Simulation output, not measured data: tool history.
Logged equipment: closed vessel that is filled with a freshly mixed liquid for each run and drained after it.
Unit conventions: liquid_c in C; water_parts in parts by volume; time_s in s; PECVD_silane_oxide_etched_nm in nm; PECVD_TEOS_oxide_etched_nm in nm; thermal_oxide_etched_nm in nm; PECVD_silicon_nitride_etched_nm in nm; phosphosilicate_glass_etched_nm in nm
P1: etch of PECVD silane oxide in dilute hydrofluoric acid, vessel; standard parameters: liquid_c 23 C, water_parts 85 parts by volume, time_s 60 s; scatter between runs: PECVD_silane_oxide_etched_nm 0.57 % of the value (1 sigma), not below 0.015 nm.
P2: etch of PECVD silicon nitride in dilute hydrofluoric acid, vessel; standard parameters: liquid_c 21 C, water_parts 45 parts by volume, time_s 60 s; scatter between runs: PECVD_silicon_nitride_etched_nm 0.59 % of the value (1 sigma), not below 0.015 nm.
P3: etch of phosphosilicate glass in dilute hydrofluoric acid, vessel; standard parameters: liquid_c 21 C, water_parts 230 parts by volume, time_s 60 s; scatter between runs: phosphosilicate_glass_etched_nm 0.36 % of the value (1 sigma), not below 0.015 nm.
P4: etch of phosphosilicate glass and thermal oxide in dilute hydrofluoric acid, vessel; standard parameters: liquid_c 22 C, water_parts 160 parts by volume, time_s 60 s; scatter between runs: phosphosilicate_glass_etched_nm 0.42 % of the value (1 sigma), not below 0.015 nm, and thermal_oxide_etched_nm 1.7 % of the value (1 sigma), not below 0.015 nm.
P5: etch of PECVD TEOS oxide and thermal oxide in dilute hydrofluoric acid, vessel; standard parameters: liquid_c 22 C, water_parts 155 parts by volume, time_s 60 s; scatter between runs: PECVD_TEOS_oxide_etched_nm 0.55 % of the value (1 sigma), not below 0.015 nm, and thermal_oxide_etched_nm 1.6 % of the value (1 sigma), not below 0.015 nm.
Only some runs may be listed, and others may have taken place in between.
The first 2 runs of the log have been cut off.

run,hour,process,liquid_c,water_parts,time_s,PECVD_silane_oxide_etched_nm,PECVD_TEOS_oxide_etched_nm,thermal_oxide_etched_nm,PECVD_silicon_nitride_etched_nm,phosphosilicate_glass_etched_nm
3,22,P1,23,85,60,10.391,,,,
4,26.8,P1,23,120,60,6.9873,,,,
5,34.2,P2,21,45,60,,,,4.989,
6,42.1,P5,22,245,60,,2.5118,0.93394,,
7,48.9,P4,22,160,60,,,1.5001,,27.258
8,55.6,P4,22,160,115,,,2.878,,52.17
9,66.1,P2,21,45,30,,,,2.5021,
10,74.1,P3,21,230,60,,,,,40.255
11,81.1,P1,31.5,85,60,14.254,,,,
12,88.2,P2,21,80,60,,,,2.8848,
13,94.7,P3,21,75,60,,,,,144.64
14,101.1,P2,17,45,60,,,,3.7924,
15,109.3,P5,22,155,60,,4.384,1.685,,
16,116.9,P4,22,160,60,,,1.516,,27.324
17,125,P5,22,155,30,,2.1732,0.83366,,
18,135.7,P1,17,85,60,8.0629,,,,
19,141.4,P4,17,160,60,,,1.2224,,22.441
20,146.9,P1,23,85,60,10.353,,,,
21,152.8,P1,23,85,60,10.264,,,,
22,157.5,P3,21,230,100,,,,,66.656
23,164.2,P1,23,85,30,5.0838,,,,
24,171.3,P3,21,230,60,,,,,40.219

What does the tool deliver on the next run?
25,180,P1,23,25,60,?,,,,

Run 25 came out at PECVD_silane_oxide_etched_nm 37.916 nm.
